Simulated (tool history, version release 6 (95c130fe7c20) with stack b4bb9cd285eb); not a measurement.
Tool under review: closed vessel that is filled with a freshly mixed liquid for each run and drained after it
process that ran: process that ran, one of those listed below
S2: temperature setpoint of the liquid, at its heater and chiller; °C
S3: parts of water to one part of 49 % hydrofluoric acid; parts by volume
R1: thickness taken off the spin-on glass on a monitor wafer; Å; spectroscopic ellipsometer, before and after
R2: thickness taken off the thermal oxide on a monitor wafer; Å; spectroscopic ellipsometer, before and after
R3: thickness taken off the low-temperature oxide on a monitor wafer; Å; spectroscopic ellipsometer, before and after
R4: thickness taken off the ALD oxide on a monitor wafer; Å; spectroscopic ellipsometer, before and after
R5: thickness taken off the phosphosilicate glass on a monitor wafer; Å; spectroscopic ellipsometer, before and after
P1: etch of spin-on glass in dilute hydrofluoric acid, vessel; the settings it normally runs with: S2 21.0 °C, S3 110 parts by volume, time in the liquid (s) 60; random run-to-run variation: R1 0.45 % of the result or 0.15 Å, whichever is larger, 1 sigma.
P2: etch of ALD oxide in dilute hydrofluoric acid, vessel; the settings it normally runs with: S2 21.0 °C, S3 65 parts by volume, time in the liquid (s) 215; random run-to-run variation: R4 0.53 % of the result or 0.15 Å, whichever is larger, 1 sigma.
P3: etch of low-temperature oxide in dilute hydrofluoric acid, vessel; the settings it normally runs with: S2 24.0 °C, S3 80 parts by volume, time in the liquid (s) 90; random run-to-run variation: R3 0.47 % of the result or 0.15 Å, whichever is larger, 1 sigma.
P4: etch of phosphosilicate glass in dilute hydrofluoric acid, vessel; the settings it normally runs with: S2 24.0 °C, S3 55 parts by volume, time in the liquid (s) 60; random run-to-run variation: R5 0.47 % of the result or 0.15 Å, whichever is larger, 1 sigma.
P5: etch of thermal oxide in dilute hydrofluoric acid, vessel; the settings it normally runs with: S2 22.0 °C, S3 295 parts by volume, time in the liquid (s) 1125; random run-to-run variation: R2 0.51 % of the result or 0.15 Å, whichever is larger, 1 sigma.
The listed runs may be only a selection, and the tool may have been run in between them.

Run 1, day 0.275: process that ran P1, S2 21.0 °C, S3 110 parts by volume, time in the liquid (s) 60. Result: R1 153.690 Å.
Run 2, day 0.504: process that ran P1, S2 21.0 °C, S3 110 parts by volume, time in the liquid (s) 30. Result: R1 76.296 Å.
Run 3, day 0.888: process that ran P5, S2 22.0 °C, S3 295 parts by volume, time in the liquid (s) 575. Result: R2 70.955 Å.
Run 4, day 1.233: process that ran P1, S2 21.0 °C, S3 110 parts by volume, time in the liquid (s) 60. Result: R1 154.730 Å.
Run 5, day 1.462: process that ran P3, S2 24.0 °C, S3 80 parts by volume, time in the liquid (s) 155. Result: R3 218.91 Å.
Run 6, day 1.758: process that ran P1, S2 21.0 °C, S3 110 parts by volume, time in the liquid (s) 60. Result: R1 154.630 Å.
Run 7, day 2.058: process that ran P1, S2 27.5 °C, S3 45 parts by volume, time in the liquid (s) 60. Result: R1 532.640 Å.
Run 8, day 2.383: process that ran P1, S2 21.0 °C, S3 110 parts by volume, time in the liquid (s) 60. Result: R1 154.430 Å.
Run 9, day 2.650: process that ran P1, S2 21.0 °C, S3 50 parts by volume, time in the liquid (s) 60. Result: R1 365.770 Å.
Run 10, day 2.842: process that ran P3, S2 24.0 °C, S3 80 parts by volume, time in the liquid (s) 90. Result: R3 127.49 Å.
Run 11, day 3.071: process that ran P1, S2 17.0 °C, S3 160 parts by volume, time in the liquid (s) 60. Result: R1 86.063 Å.
Run 12, day 3.258: process that ran P2, S2 21.0 °C, S3 65 parts by volume, time in the liquid (s) 215. Result: R4 294.95 Å.
Run 13, day 3.638: process that ran P1, S2 17.0 °C, S3 110 parts by volume, time in the liquid (s) 60. Result: R1 131.820 Å.
Run 14, day 4.042: process that ran P3, S2 24.0 °C, S3 80 parts by volume, time in the liquid (s) 90. Result: R3 126.55 Å.
Run 15, day 4.408: process that ran P3, S2 24.0 °C, S3 35 parts by volume, time in the liquid (s) 90. Result: R3 308.35 Å.
Run 16, day 4.629: process that ran P2, S2 21.0 °C, S3 65 parts by volume, time in the liquid (s) 215. Result: R4 296.71 Å.
Run 17, day 4.896: process that ran P2, S2 21.0 °C, S3 40 parts by volume, time in the liquid (s) 215. Result: R4 491.91 Å.
Run 18, day 5.196: process that ran P4, S2 24.0 °C, S3 55 parts by volume, time in the liquid (s) 30. Result: R5 575.06 Å.
Run 19, day 5.450: process that ran P4, S2 24.0 °C, S3 55 parts by volume, time in the liquid (s) 60. Result: R5 1148.00 Å.
Run 20, day 5.846: process that ran P5, S2 17.5 °C, S3 295 parts by volume, time in the liquid (s) 1125. Result: R2 117.490 Å.
Run 21, day 6.104: process that ran P1, S2 25.5 °C, S3 110 parts by volume, time in the liquid (s) 60. Result: R1 185.660 Å.
Run 22, day 6.492: process that ran P1, S2 21.0 °C, S3 110 parts by volume, time in the liquid (s) 110. Result: R1 285.210 Å.
Run 23, day 6.883: process that ran P3, S2 31.5 °C, S3 80 parts by volume, time in the liquid (s) 90. Result: R3 168.74 Å.
Run 24, day 7.242: process that ran P1, S2 21.0 °C, S3 110 parts by volume, time in the liquid (s) 60. Result: R1 153.860 Å.
Run 25, day 7.467: process that ran P5, S2 22.0 °C, S3 295 parts by volume, time in the liquid (s) 1125. Result: R2 139.180 Å.
Run 26, day 7.804: process that ran P2, S2 21.0 °C, S3 65 parts by volume, time in the liquid (s) 350. Result: R4 476.49 Å.
Run 27, day 8.179: process that ran P1, S2 21.0 °C, S3 110 parts by volume, time in the liquid (s) 60. Result: R1 155.430 Å.
Run 28, day 8.525: process that ran P4, S2 24.0 °C, S3 30 parts by volume, time in the liquid (s) 60. Result: R5 2176.30 Å.
At day 8.821: hydrofluoric acid flow meter replaced.
Run 29, day 8.929: process that ran P5, S2 22.0 °C, S3 540 parts by volume, time in the liquid (s) 1125. Result: R2 62.075 Å.
Run 30, day 9.246: process that ran P1, S2 21.0 °C, S3 190 parts by volume, time in the liquid (s) 60. Result: R1 81.874 Å.
Run 31, day 9.642: process that ran P2, S2 28.5 °C, S3 65 parts by volume, time in the liquid (s) 215. Result: R4 391.93 Å.
Run 32, day 9.908: process that ran P4, S2 31.5 °C, S3 55 parts by volume, time in the liquid (s) 60. Result: R5 1555.80 Å.
Run 33, day 10.096: process that ran P1, S2 21.0 °C, S3 110 parts by volume, time in the liquid (s) 60. Result: R1 154.750 Å.
Run 34, day 10.488: process that ran P1, S2 21.0 °C, S3 110 parts by volume, time in the liquid (s) 60. Result: R1 149.120 Å.
Run 35, day 10.729: process that ran P1, S2 21.0 °C, S3 110 parts by volume, time in the liquid (s) 60. Result: R1 147.000 Å.
Run 36, day 10.967: process that ran P1, S2 21.0 °C, S3 110 parts by volume, time in the liquid (s) 60. Result: R1 143.270 Å.
Run 37, day 11.162: process that ran P1, S2 21.0 °C, S3 110 parts by volume, time in the liquid (s) 60. Result: R1 143.710 Å.
Run 38, day 11.579: process that ran P1, S2 21.0 °C, S3 110 parts by volume, time in the liquid (s) 60. Result: R1 143.040 Å.
Run 39, day 11.867: process that ran P1, S2 21.0 °C, S3 110 parts by volume, time in the liquid (s) 60. Result: R1 142.050 Å.
Run 40, day 12.129: process that ran P1, S2 21.0 °C, S3 110 parts by volume, time in the liquid (s) 60. Result: R1 141.160 Å.
Run 41, day 12.329: process that ran P1, S2 21.0 °C, S3 110 parts by volume, time in the liquid (s) 60. Result: R1 141.720 Å.
Run 42, day 12.738: process that ran P1, S2 21.0 °C, S3 110 parts by volume, time in the liquid (s) 60. Result: R1 140.920 Å.
Run 43, day 13.050: process that ran P1, S2 21.0 °C, S3 110 parts by volume, time in the liquid (s) 60. Result: R1 139.220 Å.

P1 no longer gives what it gave before; its output has crept away from where it was. The following 2 causes, each at its listed size, fit the log equally well:
A: hydrofluoric acid flow below the setpoint (%) = 8.11
B: liquid colder than its thermometer reads (K) = 2.34
The process output started creeping at around day 10.096.

Below are 4 check runs, each on a single wafer, with their results shown as question marks. Which of them would tell the listed causes apart, meaning the causes would give clearly different results under it?
Run check 1, day 13.362: process that ran P5, S2 22.0 °C, S3 490 parts by volume, time in the liquid (s) 1125. Result: R2 ?.
Run check 2, day 13.362: process that ran P2, S2 27.0 °C, S3 45 parts by volume, time in the liquid (s) 215. Result: R4 ?.
Run check 3, day 13.362: process that ran P4, S2 30.5 °C, S3 55 parts by volume, time in the liquid (s) 60. Result: R5 ?.
Run check 4, day 13.362: process that ran P3, S2 24.0 °C, S3 35 parts by volume, time in the liquid (s) 90. Result: R3 ?.

If the cause were each of the candidates in turn, the checks would give the following:
  check  result     if A     if B
check 1      R2   62.634   65.329
check 2      R4   509.07   506.49
check 3      R5  1359.60  1359.70
check 4      R3   281.64   278.95
Smallest distance between any two causes, each pair judged by its most separating result, in per cent: check 1 4.21 %; check 2 0.51 %; check 3 0.01 %; check 4 0.96 %
The causes can be told apart only by check 1. The other checks would give nearly the same results under each of them.

Check 1 was carried out, with these results: R2 62.836 Å. Which of the listed causes is responsible?

It is A: hydrofluoric acid flow below the setpoint (%).
